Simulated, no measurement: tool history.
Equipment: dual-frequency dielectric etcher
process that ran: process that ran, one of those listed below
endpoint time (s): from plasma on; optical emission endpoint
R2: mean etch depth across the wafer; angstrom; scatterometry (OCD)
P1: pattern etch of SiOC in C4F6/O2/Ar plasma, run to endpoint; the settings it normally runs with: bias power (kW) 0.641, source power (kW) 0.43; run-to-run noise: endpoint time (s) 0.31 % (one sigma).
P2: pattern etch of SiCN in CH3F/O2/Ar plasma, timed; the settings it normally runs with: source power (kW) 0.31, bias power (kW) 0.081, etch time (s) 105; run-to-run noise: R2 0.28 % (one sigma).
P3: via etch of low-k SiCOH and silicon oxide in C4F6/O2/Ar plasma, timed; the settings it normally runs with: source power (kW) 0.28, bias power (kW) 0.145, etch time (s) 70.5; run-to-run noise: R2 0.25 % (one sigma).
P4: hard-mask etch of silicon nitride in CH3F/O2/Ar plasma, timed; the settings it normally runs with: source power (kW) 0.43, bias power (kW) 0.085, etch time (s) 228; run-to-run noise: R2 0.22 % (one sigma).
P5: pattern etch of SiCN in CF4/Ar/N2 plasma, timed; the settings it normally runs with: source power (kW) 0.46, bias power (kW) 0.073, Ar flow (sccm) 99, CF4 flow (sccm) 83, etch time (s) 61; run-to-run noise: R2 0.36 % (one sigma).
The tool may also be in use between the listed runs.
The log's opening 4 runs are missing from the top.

Run 5, hour 40.1: process that ran P5, bias power (kW) 0.073, source power (kW) 0.46, etch time (s) 61, Ar flow (sccm) 99, CF4 flow (sccm) 107. Result: R2 582.94 angstrom.
Run 6, hour 47: process that ran P3, bias power (kW) 0.145, source power (kW) 0.28, etch time (s) 45.5. Result: R2 923.7 angstrom.
Run 7, hour 56.6: process that ran P2, bias power (kW) 0.081, source power (kW) 0.42, etch time (s) 105. Result: R2 424.64 angstrom.
Run 8, hour 62.8: process that ran P4, bias power (kW) 0.085, source power (kW) 0.43, etch time (s) 228. Result: R2 1841.1 angstrom.
Run 9, hour 69.3: process that ran P3, bias power (kW) 0.09, source power (kW) 0.28, etch time (s) 70.5. Result: R2 1241.7 angstrom.
Run 10, hour 74.8: process that ran P4, bias power (kW) 0.085, source power (kW) 0.43, etch time (s) 228. Result: R2 1832.8 angstrom.
Run 11, hour 83.5: process that ran P1, bias power (kW) 0.641, source power (kW) 0.43. Result: endpoint time (s) 15.189.
Run 12, hour 91.8: process that ran P1, bias power (kW) 0.641, source power (kW) 0.43. Result: endpoint time (s) 15.047.
Run 13, hour 97.9: process that ran P2, bias power (kW) 0.054, source power (kW) 0.31, etch time (s) 105. Result: R2 325.84 angstrom.
Run 14, hour 109.6: process that ran P4, bias power (kW) 0.085, source power (kW) 0.43, etch time (s) 136. Result: R2 1098.9 angstrom.
Run 15, hour 115.3: process that ran P2, bias power (kW) 0.081, source power (kW) 0.31, etch time (s) 105. Result: R2 379.72 angstrom.
Run 16, hour 126.1: process that ran P5, bias power (kW) 0.073, source power (kW) 0.46, etch time (s) 61, Ar flow (sccm) 99, CF4 flow (sccm) 83. Result: R2 559.42 angstrom.
Run 17, hour 135.4: process that ran P1, bias power (kW) 0.641, source power (kW) 0.26. Result: endpoint time (s) 18.1.
Run 18, hour 146.8: process that ran P3, bias power (kW) 0.145, source power (kW) 0.28, etch time (s) 70.5. Result: R2 1432.3 angstrom.
Run 19, hour 155.2: process that ran P5, bias power (kW) 0.073, source power (kW) 0.33, etch time (s) 61, Ar flow (sccm) 99, CF4 flow (sccm) 83. Result: R2 423.21 angstrom.
Run 20, hour 163.5: process that ran P1, bias power (kW) 0.641, source power (kW) 0.43. Result: endpoint time (s) 15.013.

What does the tool deliver on the next run?
Run 21, hour 171.6: process that ran P1, bias power (kW) 0.641, source power (kW) 0.43. Result: endpoint time (s) ?.

{"run 21": {"endpoint time (s)": 15.103}}

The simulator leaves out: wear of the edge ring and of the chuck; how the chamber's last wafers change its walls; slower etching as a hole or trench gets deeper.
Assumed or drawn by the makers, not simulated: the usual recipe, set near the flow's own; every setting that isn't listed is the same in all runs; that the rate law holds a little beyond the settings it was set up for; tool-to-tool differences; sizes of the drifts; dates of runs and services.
